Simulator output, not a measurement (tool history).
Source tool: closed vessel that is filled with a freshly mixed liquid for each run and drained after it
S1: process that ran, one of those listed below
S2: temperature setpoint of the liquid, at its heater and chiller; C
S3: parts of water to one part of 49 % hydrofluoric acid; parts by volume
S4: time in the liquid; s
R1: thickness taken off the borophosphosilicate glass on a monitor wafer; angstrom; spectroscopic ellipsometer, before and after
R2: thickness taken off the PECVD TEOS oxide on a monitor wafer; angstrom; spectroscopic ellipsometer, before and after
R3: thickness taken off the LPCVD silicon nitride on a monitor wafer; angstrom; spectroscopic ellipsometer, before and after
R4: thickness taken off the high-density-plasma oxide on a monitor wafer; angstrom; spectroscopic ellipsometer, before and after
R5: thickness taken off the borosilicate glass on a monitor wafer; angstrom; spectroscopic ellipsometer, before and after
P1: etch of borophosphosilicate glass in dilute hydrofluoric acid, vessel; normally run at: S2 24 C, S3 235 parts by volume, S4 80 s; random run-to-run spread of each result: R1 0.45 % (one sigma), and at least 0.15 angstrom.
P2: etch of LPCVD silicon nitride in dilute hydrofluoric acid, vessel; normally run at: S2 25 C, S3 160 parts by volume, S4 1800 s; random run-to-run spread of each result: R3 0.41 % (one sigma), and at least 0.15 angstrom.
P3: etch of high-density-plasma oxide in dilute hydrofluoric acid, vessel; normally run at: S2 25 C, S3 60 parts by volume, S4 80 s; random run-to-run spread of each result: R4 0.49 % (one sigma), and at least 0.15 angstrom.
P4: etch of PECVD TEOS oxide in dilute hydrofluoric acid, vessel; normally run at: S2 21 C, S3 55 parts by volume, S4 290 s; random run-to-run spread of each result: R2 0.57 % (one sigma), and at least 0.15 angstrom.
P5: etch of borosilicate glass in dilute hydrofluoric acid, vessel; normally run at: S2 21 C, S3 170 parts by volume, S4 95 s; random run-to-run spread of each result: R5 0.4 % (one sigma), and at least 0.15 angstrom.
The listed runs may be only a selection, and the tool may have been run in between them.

{"run": 1, "hour": 10.2, "S1": "P1", "S2": 24, "S3": 235, "S4": 80, "R1": 157.25}
{"run": 2, "hour": 20.8, "S1": "P1", "S2": 24, "S3": 125, "S4": 80, "R1": 329.24}
{"run": 3, "hour": 33.4, "S1": "P1", "S2": 24, "S3": 350, "S4": 80, "R1": 93.457}
{"run": 4, "hour": 44.7, "S1": "P4", "S2": 21, "S3": 95, "S4": 290, "R2": 326.44}
{"run": 5, "hour": 56.1, "S1": "P1", "S2": 28, "S3": 235, "S4": 80, "R1": 179.77}
{"run": 6, "hour": 64.1, "S1": "P2", "S2": 25, "S3": 160, "S4": 1800, "R3": 58.645}
{"run": 7, "hour": 70.1, "S1": "P3", "S2": 33, "S3": 60, "S4": 80, "R4": 101.54}
{"hour": 76.0, "done": "hydrofluoric acid flow meter replaced"}
{"run": 8, "hour": 76.4, "S1": "P1", "S2": 24, "S3": 235, "S4": 30, "R1": 58.542}
{"run": 9, "hour": 86.0, "S1": "P3", "S2": 25, "S3": 60, "S4": 80, "R4": 73.864}
{"run": 10, "hour": 94.9, "S1": "P3", "S2": 25, "S3": 60, "S4": 130, "R4": 121.84}
{"run": 11, "hour": 107.8, "S1": "P4", "S2": 28.5, "S3": 55, "S4": 290, "R2": 801.42}
{"run": 12, "hour": 117.1, "S1": "P5", "S2": 21, "S3": 170, "S4": 95, "R5": 102.52}
{"run": 13, "hour": 122.9, "S1": "P4", "S2": 21, "S3": 55, "S4": 290, "R2": 593.66}
{"run": 14, "hour": 132.7, "S1": "P1", "S2": 30.5, "S3": 415, "S4": 80, "R1": 90.422}
{"run": 15, "hour": 142.3, "S1": "P1", "S2": 19.5, "S3": 235, "S4": 80, "R1": 132.39}
{"run": 16, "hour": 152.6, "S1": "P5", "S2": 21, "S3": 170, "S4": 175, "R5": 188.33}
{"run": 17, "hour": 161.3, "S1": "P3", "S2": 25, "S3": 60, "S4": 80, "R4": 74.725}
{"run": 18, "hour": 167.1, "S1": "P2", "S2": 19, "S3": 160, "S4": 1800, "R3": 39.468}
{"run": 19, "hour": 179.5, "S1": "P1", "S2": 24, "S3": 235, "S4": 80, "R1": 155.54}
{"run": 20, "hour": 192.4, "S1": "P1", "S2": 24, "S3": 235, "S4": 80, "R1": 155.59}
{"run": 21, "hour": 203.4, "S1": "P5", "S2": 28, "S3": 170, "S4": 95, "R5": 134.11}
{"run": 22, "hour": 213.8, "S1": "P1", "S2": 24, "S3": 235, "S4": 120, "R1": 233.41}
{"run": 23, "hour": 221.5, "S1": "P3", "S2": 25, "S3": 100, "S4": 80, "R4": 42.121}
{"run": 24, "hour": 228.7, "S1": "P2", "S2": 25, "S3": 100, "S4": 1800, "R3": 94.178}
{"run": 25, "hour": 241.0, "S1": "P1", "S2": 24, "S3": 235, "S4": 80, "R1": 156.95}
{"run": 26, "hour": 248.0, "S1": "P2", "S2": 25, "S3": 160, "S4": 3365, "R3": 110.32}
{"run": 27, "hour": 258.6, "S1": "P4", "S2": 21, "S3": 55, "S4": 555, "R2": 1123.5}
{"run": 28, "hour": 270.4, "S1": "P5", "S2": 21, "S3": 290, "S4": 95, "R5": 53.651}
{"run": 29, "hour": 283.0, "S1": "P5", "S2": 21, "S3": 170, "S4": 95, "R5": 103.68}
{"run": 30, "hour": 290.8, "S1": "P1", "S2": 24, "S3": 235, "S4": 80, "R1": 156}
{"run": 31, "hour": 299.5, "S1": "P1", "S2": 24, "S3": 235, "S4": 80, "R1": 155.81}
{"run": 32, "hour": 307.5, "S1": "P1", "S2": 24, "S3": 235, "S4": 80, "R1": 159.51}
{"run": 33, "hour": 313.3, "S1": "P1", "S2": 24, "S3": 235, "S4": 80, "R1": 160.33}
{"run": 34, "hour": 321.1, "S1": "P1", "S2": 24, "S3": 235, "S4": 80, "R1": 162.99}
{"run": 35, "hour": 332.3, "S1": "P1", "S2": 24, "S3": 235, "S4": 80, "R1": 162.94}
{"run": 36, "hour": 339.9, "S1": "P1", "S2": 24, "S3": 235, "S4": 80, "R1": 164.32}
{"run": 37, "hour": 346.2, "S1": "P1", "S2": 24, "S3": 235, "S4": 80, "R1": 162.55}
{"run": 38, "hour": 359.6, "S1": "P1", "S2": 24, "S3": 235, "S4": 80, "R1": 164.92}
{"run": 39, "hour": 370.4, "S1": "P1", "S2": 24, "S3": 235, "S4": 80, "R1": 164.64}

P1 has crept away from where it was. The log is fitted equally well by each of these 2 causes, at the sizes shown:
A: liquid hotter than its thermometer reads (K) = 1.47
B: hydrofluoric acid flow above the setpoint (%) = 4.32
The onset of the drift is placed at about hour 299.5.

The check runs listed below each take one wafer, and their results are still question marks. Under which run would the listed causes lead to clearly different results?
{"run": "check 1", "hour": 381.2, "S1": "P2", "S2": 25, "S3": 160, "S4": 3250, "R3": "?"}
{"run": "check 2", "hour": 381.2, "S1": "P5", "S2": 21, "S3": 280, "S4": 95, "R5": "?"}
{"run": "check 3", "hour": 381.2, "S1": "P4", "S2": 28.5, "S3": 55, "S4": 435, "R2": "?"}
{"run": "check 4", "hour": 381.2, "S1": "P3", "S2": 31, "S3": 60, "S4": 80, "R4": "?"}

If the cause were each of the candidates in turn, the checks would give the following:
check=check_1 result=R3 if_A=116.64 if_B=110.84
check=check_2 result=R5 if_A=59.047 if_B=59.048
check=check_3 result=R2 if_A=1271 if_B=1255.8
check=check_4 result=R4 if_A=100.18 if_B=99.159
Per-check spread between the two closest causes, in the result where they differ most: check 1 5.1 %; check 2 0 %; check 3 1.21 %; check 4 1.03 %
Check 1 distinguishes between the causes, while the remaining checks would return nearly the same result for all of them.

Then check 1 was run and gave: R3 116.68 angstrom. Which cause is it?

A is the cause: liquid hotter than its thermometer reads (K).
